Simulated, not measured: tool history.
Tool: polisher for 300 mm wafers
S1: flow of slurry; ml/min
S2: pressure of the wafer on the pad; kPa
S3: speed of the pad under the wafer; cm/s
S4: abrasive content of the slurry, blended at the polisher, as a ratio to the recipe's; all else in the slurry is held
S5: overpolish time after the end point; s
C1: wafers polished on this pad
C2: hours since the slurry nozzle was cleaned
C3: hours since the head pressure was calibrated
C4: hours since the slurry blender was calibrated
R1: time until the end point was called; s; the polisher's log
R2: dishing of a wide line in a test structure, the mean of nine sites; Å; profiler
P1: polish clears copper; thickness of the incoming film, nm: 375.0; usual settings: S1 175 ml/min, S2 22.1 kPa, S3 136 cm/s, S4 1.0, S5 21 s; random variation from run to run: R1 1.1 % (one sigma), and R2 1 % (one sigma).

run 1 hour=13.1 | S1=175 S2=22.1 S3=136 S4=1.0 S5=21 | C1=701 C2=354.1 C3=127.6 C4=367.9 | R1=79.984 R2=574.33
run 2 hour=29.9 | S1=175 S2=22.1 S3=136 S4=1.0 S5=40 | C1=873 C2=370.9 C3=144.4 C4=384.7 | R1=79.292 R2=816.85
run 3 hour=41.3 | S1=175 S2=29.0 S3=136 S4=1.0 S5=21 | C1=989 C2=382.3 C3=155.8 C4=396.1 | R1=60.415 R2=689.75
run 4 hour=54.5 | S1=175 S2=9.7 S3=136 S4=1.0 S5=21 | C1=1124 C2=395.5 C3=169.0 C4=409.3 | R1=180.140 R2=297.34
-- hour=66.3 worn pad replaced by a new one
run 5 hour=70.6 | S1=175 S2=22.1 S3=136 S4=0.5 S5=21 | C1=44 C2=411.6 C3=185.1 C4=425.4 | R1=92.236 R2=515.30
run 6 hour=78.7 | S1=175 S2=22.1 S3=62 S4=1.0 S5=21 | C1=127 C2=419.7 C3=193.2 C4=433.5 | R1=174.870 R2=317.63
run 7 hour=90.5 | S1=175 S2=22.1 S3=136 S4=1.0 S5=6 | C1=248 C2=431.5 C3=205.0 C4=445.3 | R1=78.663 R2=213.10
run 8 hour=105.1 | S1=215 S2=22.1 S3=136 S4=1.0 S5=7 | C1=397 C2=446.1 C3=219.6 C4=459.9 | R1=76.222 R2=249.50
run 9 hour=122.7 | S1=175 S2=22.1 S3=212 S4=1.0 S5=21 | C1=577 C2=463.7 C3=237.2 C4=477.5 | R1=51.333 R2=746.21
-- hour=127.9 slurry nozzle cleaned
run 10 hour=135.4 | S1=175 S2=22.1 S3=136 S4=1.5 S5=21 | C1=706 C2=7.5 C3=249.9 C4=490.2 | R1=72.543 R2=603.54
run 11 hour=148.5 | S1=175 S2=22.1 S3=136 S4=1.0 S5=21 | C1=840 C2=20.6 C3=263.0 C4=503.3 | R1=79.475 R2=577.34
run 12 hour=157.2 | S1=230 S2=22.1 S3=136 S4=1.0 S5=21 | C1=929 C2=29.3 C3=271.7 C4=512.0 | R1=75.597 R2=580.32
run 13 hour=166.5 | S1=105 S2=22.1 S3=136 S4=1.0 S5=21 | C1=1024 C2=38.6 C3=281.0 C4=521.3 | R1=86.376 R2=538.71
run 14 hour=179.1 | S1=175 S2=22.1 S3=136 S4=1.0 S5=21 | C1=1153 C2=51.2 C3=293.6 C4=533.9 | R1=78.438 R2=578.77
run 15 hour=195.9 | S1=175 S2=22.1 S3=176 S4=1.0 S5=36 | C1=1324 C2=68.0 C3=310.4 C4=550.7 | R1=61.858 R2=869.54
run 16 hour=204.0 | S1=175 S2=22.1 S3=136 S4=1.0 S5=21 | C1=1407 C2=76.1 C3=318.5 C4=558.8 | R1=80.183 R2=576.94
-- hour=205.8 slurry blender recalibrated
run 17 hour=217.8 | S1=175 S2=22.1 S3=136 S4=1.0 S5=21 | C1=1548 C2=89.9 C3=332.3 C4=12.0 | R1=79.418 R2=559.37
run 18 hour=230.1 | S1=175 S2=22.1 S3=136 S4=1.0 S5=21 | C1=1674 C2=102.2 C3=344.6 C4=24.3 | R1=79.094 R2=572.40
run 19 hour=239.9 | S1=175 S2=22.1 S3=136 S4=1.0 S5=21 | C1=1774 C2=112.0 C3=354.4 C4=34.1 | R1=80.515 R2=570.58
run 20 hour=248.7 | S1=175 S2=22.1 S3=136 S4=1.0 S5=21 | C1=1864 C2=120.8 C3=363.2 C4=42.9 | R1=81.971 R2=559.11
run 21 hour=258.1 | S1=175 S2=22.1 S3=136 S4=1.0 S5=21 | C1=1960 C2=130.2 C3=372.6 C4=52.3 | R1=82.014 R2=554.38
run 22 hour=269.7 | S1=175 S2=22.1 S3=136 S4=1.0 S5=21 | C1=2078 C2=141.8 C3=384.2 C4=63.9 | R1=82.859 R2=546.36
-- hour=279.6 worn pad replaced by a new one
-- hour=281.9 head pressure recalibrated
run 23 hour=285.1 | S1=175 S2=22.1 S3=136 S4=1.0 S5=21 | C1=56 C2=157.2 C3=3.2 C4=79.3 | R1=84.714 R2=542.80
run 24 hour=293.5 | S1=175 S2=22.1 S3=136 S4=1.0 S5=21 | C1=142 C2=165.6 C3=11.6 C4=87.7 | R1=84.121 R2=554.71
run 25 hour=306.2 | S1=175 S2=22.1 S3=136 S4=1.0 S5=21 | C1=271 C2=178.3 C3=24.3 C4=100.4 | R1=84.693 R2=549.95
run 26 hour=316.7 | S1=175 S2=22.1 S3=136 S4=1.0 S5=21 | C1=379 C2=188.8 C3=34.8 C4=110.9 | R1=85.122 R2=547.91

What P1 gives has crept away from where it was. These 2 causes fit the log equally well, each at the size given:
A: slurry flow missing at the pad, % = 30
B: abrasive missing from the slurry, % = 25.9
The creep began at about hour 230.1.
Why every other cause is out:
removal rate lost through wear of the pad, %: serviced at hour 279.6, which brought nothing back
head's pressure below its setpoint, %: serviced at hour 281.9, which brought nothing back

4 check runs are offered, each on 5 wafers whose results are averaged, their results left as question marks. Which one tells the causes apart?
run check 1 hour=327.2 | S1=175 S2=22.1 S3=136 S4=0.60 S5=21 | R1=? R2=?
run check 2 hour=327.2 | S1=175 S2=22.1 S3=208 S4=1.40 S5=21 | R1=? R2=?
run check 3 hour=327.2 | S1=175 S2=22.1 S3=136 S4=0.75 S5=6 | R1=? R2=?
run check 4 hour=327.2 | S1=105 S2=22.1 S3=136 S4=1.00 S5=21 | R1=? R2=?

What each check would give under each cause:
check=check_1 result=R1 if_A=93.663 if_B=93.290
check=check_1 result=R2 if_A=509.06 if_B=510.48
check=check_2 result=R1 if_A=51.173 if_B=51.307
check=check_2 result=R2 if_A=734.50 if_B=733.53
check=check_3 result=R1 if_A=89.497 if_B=89.299
check=check_3 result=R2 if_A=189.86 if_B=190.24
check=check_4 result=R1 if_A=96.299 if_B=92.847
check=check_4 result=R2 if_A=499.25 if_B=512.18
How far apart the two closest causes lie, in the result that separates them most: check 1 0.4 %; check 2 0.26 %; check 3 0.22 %; check 4 3.65 %
Check 4 tells the causes apart: in the others they would give nearly the same result.

Then check 4 was run and gave: R1 92.614 s; R2 514.14 Å. Which cause is it?

It is B: abrasive missing from the slurry, %.
